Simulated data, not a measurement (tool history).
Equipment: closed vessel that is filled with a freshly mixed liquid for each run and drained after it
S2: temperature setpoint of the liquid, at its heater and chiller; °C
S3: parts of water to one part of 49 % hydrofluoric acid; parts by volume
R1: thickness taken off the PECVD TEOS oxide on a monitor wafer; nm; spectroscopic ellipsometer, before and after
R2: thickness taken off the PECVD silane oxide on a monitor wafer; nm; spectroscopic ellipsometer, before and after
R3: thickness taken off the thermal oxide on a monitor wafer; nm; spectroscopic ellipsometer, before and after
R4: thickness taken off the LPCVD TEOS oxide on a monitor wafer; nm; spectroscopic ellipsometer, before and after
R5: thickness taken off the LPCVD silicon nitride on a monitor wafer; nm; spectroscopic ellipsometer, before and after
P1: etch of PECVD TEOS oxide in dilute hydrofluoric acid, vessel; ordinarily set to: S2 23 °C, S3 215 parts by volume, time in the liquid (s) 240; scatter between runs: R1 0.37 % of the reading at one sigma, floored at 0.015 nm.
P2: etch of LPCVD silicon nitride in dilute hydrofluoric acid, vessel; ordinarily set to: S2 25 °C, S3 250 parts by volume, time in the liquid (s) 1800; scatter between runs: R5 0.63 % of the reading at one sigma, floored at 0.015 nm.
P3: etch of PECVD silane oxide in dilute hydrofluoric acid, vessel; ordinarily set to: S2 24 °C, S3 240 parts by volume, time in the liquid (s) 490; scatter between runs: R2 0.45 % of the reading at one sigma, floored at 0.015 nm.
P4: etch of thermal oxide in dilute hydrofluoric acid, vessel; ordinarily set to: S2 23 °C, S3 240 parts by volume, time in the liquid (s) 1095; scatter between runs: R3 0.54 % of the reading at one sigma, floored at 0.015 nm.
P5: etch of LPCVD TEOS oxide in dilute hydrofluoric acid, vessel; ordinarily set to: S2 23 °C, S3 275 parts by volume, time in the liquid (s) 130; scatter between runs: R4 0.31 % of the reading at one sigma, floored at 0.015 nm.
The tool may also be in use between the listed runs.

run 1 hour=7.6 | process_that_ran=P1 S2=23 S3=215 time_in_the_liquid_(s)=240 | R1=13.359
run 2 hour=18.6 | process_that_ran=P3 S2=17.5 S3=240 time_in_the_liquid_(s)=490 | R2=26.11
run 3 hour=29.2 | process_that_ran=P3 S2=24 S3=240 time_in_the_liquid_(s)=65 | R2=4.3906
run 4 hour=40.2 | process_that_ran=P1 S2=23 S3=350 time_in_the_liquid_(s)=240 | R1=7.1972
run 5 hour=49.4 | process_that_ran=P4 S2=23 S3=240 time_in_the_liquid_(s)=1095 | R3=17.487
run 6 hour=55.5 | process_that_ran=P5 S2=23 S3=135 time_in_the_liquid_(s)=130 | R4=28.005
run 7 hour=64.9 | process_that_ran=P3 S2=24 S3=330 time_in_the_liquid_(s)=490 | R2=22.212
run 8 hour=73.4 | process_that_ran=P1 S2=19.5 S3=215 time_in_the_liquid_(s)=130 | R1=6.2608
run 9 hour=83 | process_that_ran=P2 S2=25 S3=250 time_in_the_liquid_(s)=1800 | R5=3.6375
run 10 hour=95 | process_that_ran=P5 S2=28 S3=275 time_in_the_liquid_(s)=130 | R4=14.192
run 11 hour=104 | process_that_ran=P1 S2=23 S3=215 time_in_the_liquid_(s)=240 | R1=13.308
run 12 hour=111.5 | process_that_ran=P1 S2=17 S3=215 time_in_the_liquid_(s)=240 | R1=10.626
run 13 hour=117.6 | process_that_ran=P4 S2=23 S3=240 time_in_the_liquid_(s)=55 | R3=0.87729
run 14 hour=124.3 | process_that_ran=P1 S2=23 S3=215 time_in_the_liquid_(s)=110 | R1=6.1159
run 15 hour=131.2 | process_that_ran=P4 S2=23 S3=85 time_in_the_liquid_(s)=1095 | R3=58.13
run 16 hour=138.1 | process_that_ran=P5 S2=23 S3=275 time_in_the_liquid_(s)=130 | R4=11.821
run 17 hour=150.4 | process_that_ran=P3 S2=24 S3=240 time_in_the_liquid_(s)=490 | R2=33.476
run 18 hour=160.2 | process_that_ran=P2 S2=25 S3=375 time_in_the_liquid_(s)=1800 | R5=2.4432
run 19 hour=172.5 | process_that_ran=P2 S2=25 S3=250 time_in_the_liquid_(s)=2640 | R5=5.3541
run 20 hour=181.7 | process_that_ran=P4 S2=29 S3=240 time_in_the_liquid_(s)=1095 | R3=21.455
run 21 hour=189.8 | process_that_ran=P1 S2=23 S3=215 time_in_the_liquid_(s)=240 | R1=13.289
run 22 hour=198.5 | process_that_ran=P4 S2=23 S3=240 time_in_the_liquid_(s)=1095 | R3=17.264
run 23 hour=206.3 | process_that_ran=P2 S2=25 S3=250 time_in_the_liquid_(s)=1800 | R5=3.6705
run 24 hour=213.6 | process_that_ran=P1 S2=29.5 S3=215 time_in_the_liquid_(s)=240 | R1=16.767
run 25 hour=221.8 | process_that_ran=P5 S2=23 S3=275 time_in_the_liquid_(s)=200 | R4=18.263
run 26 hour=231 | process_that_ran=P1 S2=18 S3=215 time_in_the_liquid_(s)=365 | R1=16.739
run 27 hour=239.3 | process_that_ran=P1 S2=23 S3=365 time_in_the_liquid_(s)=125 | R1=3.5347

Run 28 comes next. What will it give?
run 28 hour=245 | process_that_ran=P2 S2=20.5 S3=250 time_in_the_liquid_(s)=1800 | R5=?

Run 28 came out at R5 2.7625 nm.

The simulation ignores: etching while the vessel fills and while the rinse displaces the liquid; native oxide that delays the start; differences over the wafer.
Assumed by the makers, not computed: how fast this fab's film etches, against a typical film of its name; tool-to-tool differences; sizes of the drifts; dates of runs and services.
